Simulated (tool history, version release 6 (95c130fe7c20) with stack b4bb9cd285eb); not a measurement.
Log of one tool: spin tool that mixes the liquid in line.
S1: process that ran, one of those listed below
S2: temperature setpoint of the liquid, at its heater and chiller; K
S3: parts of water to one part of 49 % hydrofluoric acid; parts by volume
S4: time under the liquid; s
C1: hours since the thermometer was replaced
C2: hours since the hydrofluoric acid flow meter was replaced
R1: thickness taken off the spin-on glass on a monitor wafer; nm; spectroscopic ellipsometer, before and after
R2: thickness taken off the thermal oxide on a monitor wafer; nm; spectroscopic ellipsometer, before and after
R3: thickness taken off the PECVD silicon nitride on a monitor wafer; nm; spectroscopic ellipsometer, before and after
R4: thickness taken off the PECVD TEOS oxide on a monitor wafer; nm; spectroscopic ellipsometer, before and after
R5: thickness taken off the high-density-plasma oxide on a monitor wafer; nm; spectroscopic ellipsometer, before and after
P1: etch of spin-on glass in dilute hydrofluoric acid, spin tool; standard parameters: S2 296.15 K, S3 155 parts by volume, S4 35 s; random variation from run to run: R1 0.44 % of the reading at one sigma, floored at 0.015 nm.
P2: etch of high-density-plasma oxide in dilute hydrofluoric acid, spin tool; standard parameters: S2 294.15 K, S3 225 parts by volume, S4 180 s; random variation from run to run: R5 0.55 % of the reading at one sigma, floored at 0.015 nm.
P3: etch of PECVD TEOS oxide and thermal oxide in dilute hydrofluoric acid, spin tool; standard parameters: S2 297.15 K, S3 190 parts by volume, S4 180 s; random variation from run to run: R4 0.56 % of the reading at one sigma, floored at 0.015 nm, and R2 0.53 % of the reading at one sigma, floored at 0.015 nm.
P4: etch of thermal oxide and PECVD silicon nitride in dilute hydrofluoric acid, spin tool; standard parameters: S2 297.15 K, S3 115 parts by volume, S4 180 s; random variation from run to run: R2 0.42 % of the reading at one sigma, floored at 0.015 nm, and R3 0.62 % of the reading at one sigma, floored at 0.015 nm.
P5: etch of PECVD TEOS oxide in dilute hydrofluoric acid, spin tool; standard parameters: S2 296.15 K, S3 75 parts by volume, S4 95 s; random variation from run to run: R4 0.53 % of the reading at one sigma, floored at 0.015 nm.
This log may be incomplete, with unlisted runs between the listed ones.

{"run": 1, "day": 0.492, "S1": "P1", "S2": 296.15, "S3": 155, "S4": 35, "C1": 965.6, "C2": 476.2, "R1": 10.594}
{"run": 2, "day": 0.8, "S1": "P4", "S2": 297.15, "S3": 180, "S4": 180, "C1": 973.0, "C2": 483.6, "R2": 4.3791, "R3": 2.7898}
{"run": 3, "day": 1.45, "S1": "P3", "S2": 297.15, "S3": 190, "S4": 365, "C1": 988.6, "C2": 499.2, "R2": 8.4774, "R4": 19.006}
{"run": 4, "day": 2.146, "S1": "P4", "S2": 297.15, "S3": 115, "S4": 180, "C1": 1005.3, "C2": 515.9, "R2": 7.3153, "R3": 4.3011}
{"run": 5, "day": 2.762, "S1": "P3", "S2": 297.15, "S3": 190, "S4": 180, "C1": 1020.1, "C2": 530.7, "R2": 4.1533, "R4": 9.3963}
{"run": 6, "day": 3.283, "S1": "P2", "S2": 294.15, "S3": 225, "S4": 15, "C1": 1032.6, "C2": 543.2, "R5": 0.47071}
{"run": 7, "day": 3.7, "S1": "P4", "S2": 290.65, "S3": 115, "S4": 180, "C1": 1042.6, "C2": 553.2, "R2": 5.6693, "R3": 2.8132}
{"run": 8, "day": 4.212, "S1": "P5", "S2": 296.15, "S3": 45, "S4": 95, "C1": 1054.9, "C2": 565.5, "R4": 27.394}
{"run": 9, "day": 4.562, "S1": "P5", "S2": 301.15, "S3": 75, "S4": 95, "C1": 1063.3, "C2": 573.9, "R4": 19.305}
{"run": 10, "day": 5.225, "S1": "P1", "S2": 296.15, "S3": 155, "S4": 50, "C1": 1079.2, "C2": 589.8, "R1": 15.235}
{"run": 11, "day": 5.575, "S1": "P1", "S2": 296.15, "S3": 155, "S4": 35, "C1": 1087.6, "C2": 598.2, "R1": 10.731}
{"run": 12, "day": 6.254, "S1": "P2", "S2": 294.15, "S3": 225, "S4": 180, "C1": 1103.9, "C2": 614.5, "R5": 5.4105}
{"run": 13, "day": 6.583, "S1": "P1", "S2": 301.15, "S3": 155, "S4": 35, "C1": 1111.8, "C2": 622.4, "R1": 12.95}
{"day": 6.862, "done": "thermometer replaced"}
{"run": 14, "day": 7.021, "S1": "P1", "S2": 290.65, "S3": 155, "S4": 35, "C1": 3.8, "C2": 632.9, "R1": 8.6231}
{"run": 15, "day": 7.542, "S1": "P5", "S2": 296.15, "S3": 75, "S4": 15, "C1": 16.3, "C2": 645.4, "R4": 2.4724}
{"run": 16, "day": 8.083, "S1": "P5", "S2": 296.15, "S3": 75, "S4": 95, "C1": 29.3, "C2": 658.4, "R4": 15.894}
{"run": 17, "day": 8.7, "S1": "P1", "S2": 296.15, "S3": 155, "S4": 35, "C1": 44.1, "C2": 673.2, "R1": 10.684}
{"run": 18, "day": 9.088, "S1": "P1", "S2": 296.15, "S3": 30, "S4": 35, "C1": 53.4, "C2": 682.5, "R1": 63.692}
{"run": 19, "day": 9.479, "S1": "P3", "S2": 297.15, "S3": 80, "S4": 180, "C1": 62.8, "C2": 691.9, "R2": 11.242, "R4": 25.338}
{"run": 20, "day": 10.117, "S1": "P3", "S2": 297.15, "S3": 190, "S4": 180, "C1": 78.1, "C2": 707.2, "R2": 4.1777, "R4": 9.3649}
{"run": 21, "day": 10.708, "S1": "P1", "S2": 296.15, "S3": 155, "S4": 35, "C1": 92.3, "C2": 721.4, "R1": 10.731}
{"run": 22, "day": 11.179, "S1": "P1", "S2": 296.15, "S3": 155, "S4": 35, "C1": 103.6, "C2": 732.7, "R1": 10.676}
{"run": 23, "day": 11.883, "S1": "P3", "S2": 303.15, "S3": 190, "S4": 180, "C1": 120.5, "C2": 749.6, "R2": 5.1956, "R4": 11.738}
{"run": 24, "day": 12.525, "S1": "P2", "S2": 301.15, "S3": 225, "S4": 180, "C1": 135.9, "C2": 765.0, "R5": 6.999}
{"run": 25, "day": 13.146, "S1": "P1", "S2": 296.15, "S3": 155, "S4": 35, "C1": 150.8, "C2": 779.9, "R1": 10.665}
{"run": 26, "day": 13.821, "S1": "P1", "S2": 296.15, "S3": 155, "S4": 20, "C1": 167.0, "C2": 796.1, "R1": 6.1348}
{"run": 27, "day": 14.242, "S1": "P1", "S2": 296.15, "S3": 270, "S4": 35, "C1": 177.1, "C2": 806.2, "R1": 5.4489}
{"run": 28, "day": 14.654, "S1": "P2", "S2": 294.15, "S3": 400, "S4": 180, "C1": 187.0, "C2": 816.1, "R5": 2.608}
{"run": 29, "day": 15.238, "S1": "P4", "S2": 297.15, "S3": 115, "S4": 90, "C1": 201.0, "C2": 830.1, "R2": 3.6901, "R3": 2.1634}
{"run": 30, "day": 15.55, "S1": "P1", "S2": 303.15, "S3": 155, "S4": 55, "C1": 208.5, "C2": 837.6, "R1": 21.701}
{"run": 31, "day": 16.246, "S1": "P1", "S2": 296.15, "S3": 155, "S4": 35, "C1": 225.2, "C2": 854.3, "R1": 10.726}
{"run": 32, "day": 16.675, "S1": "P1", "S2": 296.15, "S3": 155, "S4": 35, "C1": 235.5, "C2": 864.6, "R1": 10.386}
{"run": 33, "day": 17.079, "S1": "P1", "S2": 296.15, "S3": 155, "S4": 35, "C1": 245.2, "C2": 874.3, "R1": 10.26}
{"run": 34, "day": 17.675, "S1": "P1", "S2": 296.15, "S3": 155, "S4": 35, "C1": 259.5, "C2": 888.6, "R1": 10.14}
{"run": 35, "day": 18.021, "S1": "P1", "S2": 296.15, "S3": 155, "S4": 35, "C1": 267.8, "C2": 896.9, "R1": 9.9758}
{"run": 36, "day": 18.721, "S1": "P1", "S2": 296.15, "S3": 155, "S4": 35, "C1": 284.6, "C2": 913.7, "R1": 9.9373}
{"run": 37, "day": 19.4, "S1": "P1", "S2": 296.15, "S3": 155, "S4": 35, "C1": 300.9, "C2": 930.0, "R1": 9.8575}
{"run": 38, "day": 19.888, "S1": "P1", "S2": 296.15, "S3": 155, "S4": 35, "C1": 312.6, "C2": 941.7, "R1": 9.7679}
{"run": 39, "day": 20.404, "S1": "P1", "S2": 296.15, "S3": 155, "S4": 35, "C1": 325.0, "C2": 954.1, "R1": 9.7575}
{"run": 40, "day": 21.008, "S1": "P1", "S2": 296.15, "S3": 155, "S4": 35, "C1": 339.5, "C2": 968.6, "R1": 9.7463}
{"run": 41, "day": 21.612, "S1": "P1", "S2": 296.15, "S3": 155, "S4": 35, "C1": 354.0, "C2": 983.1, "R1": 9.8291}
{"run": 42, "day": 21.946, "S1": "P1", "S2": 296.15, "S3": 155, "S4": 35, "C1": 362.0, "C2": 991.1, "R1": 9.7619}

What P1 gives has crept off from where it sat before. The 2 causes that follow fit the log equally well, each at the size noted:
A: liquid colder than its thermometer reads (K) = 2.34
B: hydrofluoric acid flow below the setpoint (%) = 7.44
Onset of the creep was near day 16.246.

Listed below are the offered check runs, one wafer per run, with question marks in place of results. For which of them would the causes give clearly different outcomes?
{"run": "check 1", "day": 22.279, "S1": "P2", "S2": 294.15, "S3": 225, "S4": 180, "R5": "?"}
{"run": "check 2", "day": 22.279, "S1": "P4", "S2": 297.15, "S3": 115, "S4": 180, "R2": "?", "R3": "?"}
{"run": "check 3", "day": 22.279, "S1": "P3", "S2": 297.15, "S3": 190, "S4": 180, "R2": "?", "R4": "?"}
{"run": "check 4", "day": 22.279, "S1": "P5", "S2": 296.15, "S3": 75, "S4": 95, "R4": "?"}

How each check would come out, cause by cause:
check=check_1 result=R5 if_A=4.97590 if_B=4.94790
check=check_2 result=R2 if_A=6.7006 if_B=6.7303
check=check_2 result=R3 if_A=3.7197 if_B=4.0228
check=check_3 result=R2 if_A=3.8117 if_B=3.7904
check=check_3 result=R4 if_A=8.5942 if_B=8.5462
check=check_4 result=R4 if_A=14.3780 if_B=14.5430
Distance between the nearest two causes, measured in the result of the check that separates them most: check 1 0.56 %; check 2 7.83 %; check 3 0.56 %; check 4 1.14 %
Check 2 tells the causes apart: in the others they would give nearly the same result.

After running check 2, the following was obtained: R2 6.6837 nm; R3 3.7427 nm. Which cause does this point to?

The cause is A: liquid colder than its thermometer reads (K).
